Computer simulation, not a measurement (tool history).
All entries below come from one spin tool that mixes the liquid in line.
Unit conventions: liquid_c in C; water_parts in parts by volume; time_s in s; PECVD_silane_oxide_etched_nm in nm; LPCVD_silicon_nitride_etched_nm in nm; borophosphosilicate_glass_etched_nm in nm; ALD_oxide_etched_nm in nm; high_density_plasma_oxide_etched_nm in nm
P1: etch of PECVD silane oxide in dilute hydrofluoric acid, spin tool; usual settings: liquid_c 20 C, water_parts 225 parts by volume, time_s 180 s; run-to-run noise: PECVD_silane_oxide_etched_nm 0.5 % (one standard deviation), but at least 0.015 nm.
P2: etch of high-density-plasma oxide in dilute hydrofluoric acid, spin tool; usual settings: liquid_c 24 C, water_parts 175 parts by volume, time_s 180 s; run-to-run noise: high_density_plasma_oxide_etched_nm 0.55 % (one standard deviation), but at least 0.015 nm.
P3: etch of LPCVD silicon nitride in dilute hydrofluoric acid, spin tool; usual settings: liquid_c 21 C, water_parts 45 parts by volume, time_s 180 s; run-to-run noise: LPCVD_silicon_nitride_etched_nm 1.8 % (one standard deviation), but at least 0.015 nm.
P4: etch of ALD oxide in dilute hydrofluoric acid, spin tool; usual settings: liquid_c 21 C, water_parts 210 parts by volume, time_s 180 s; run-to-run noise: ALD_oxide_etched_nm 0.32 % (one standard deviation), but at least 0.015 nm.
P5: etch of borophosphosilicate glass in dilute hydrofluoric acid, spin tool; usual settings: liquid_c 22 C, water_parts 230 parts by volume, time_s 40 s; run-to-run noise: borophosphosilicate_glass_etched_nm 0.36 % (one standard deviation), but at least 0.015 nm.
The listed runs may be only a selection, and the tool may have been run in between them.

run   hour  process  liquid_c  water_parts  time_s  hours since the thermometer was replaced  hours since the hydrofluoric acid flow meter was replaced  PECVD_silane_oxide_etched_nm  LPCVD_silicon_nitride_etched_nm  borophosphosilicate_glass_etched_nm  ALD_oxide_etched_nm  high_density_plasma_oxide_etched_nm
  1    6.7       P1        20          225     180                                     960.3                                                      887.9                       13.3970
  2   15.3       P1        17          225      20                                     968.9                                                      896.5                        1.3311
  3   23.7       P3        21           45     265                                     977.3                                                      904.9                                                         2.1598
  4   33.9       P1        20          225     180                                     987.5                                                      915.1                       13.4580
  5   47.3       P5        22          230      40                                    1000.9                                                      928.5                                                                                              7.1095
  6   59.6       P5        22          230      15                                    1013.2                                                      940.8                                                                                              2.6302
  7   68.4       P1        17          225     180                                    1022.0                                                      949.6                       12.0620
  8   80.0       P1        20          225     180                                    1033.6                                                      961.2                       13.4740
  9   87.1       P4        21          210     180                                    1040.7                                                      968.3                                                                                                                   22.789
 10   98.1       P1        24          225     180                                    1051.7                                                      979.3                       15.5670
 11  105.0       P2        29          175     180                                    1058.6                                                      986.2                                                                                                                                                        9.7409
 12  116.2       P2        24          285     180                                    1069.8                                                      997.4                                                                                                                                                        4.4597
 13  127.8       P1        20          225     330                                    1081.4                                                     1009.0                       24.5850
 14  135.7       P2        24          175     180                                    1089.3                                                     1016.9                                                                                                                                                        8.1176
 15  147.6       P5        28          230      40                                    1101.2                                                     1028.8                                                                                              8.8635
 16  158.7       P1        20          130     180                                    1112.3                                                     1039.9                       25.5100
 17  164.9       P4        21          210     280                                    1118.5                                                     1046.1                                                                                                                   35.485
 18  174.8       P1        20          225      45                                    1128.4                                                     1056.0                        3.3706
 19  188.7       P3        21           65     180                                    1142.3                                                     1069.9                                                         1.0012
 20  201.0       P4        21          375     180                                    1154.6                                                     1082.2                                                                                                                   10.941
 21  210.2       P4        17          210     180                                    1163.8                                                     1091.4                                                                                                                   19.500
 22  219.0       P1        20          335     180                                    1172.6                                                     1100.2                        8.2036

Predict the results of run 23:
 23  226.7       P3        21           45     180                                    1180.3                                                     1107.9                                                              ?

LPCVD_silicon_nitride_etched_nm: 1.3543 nm

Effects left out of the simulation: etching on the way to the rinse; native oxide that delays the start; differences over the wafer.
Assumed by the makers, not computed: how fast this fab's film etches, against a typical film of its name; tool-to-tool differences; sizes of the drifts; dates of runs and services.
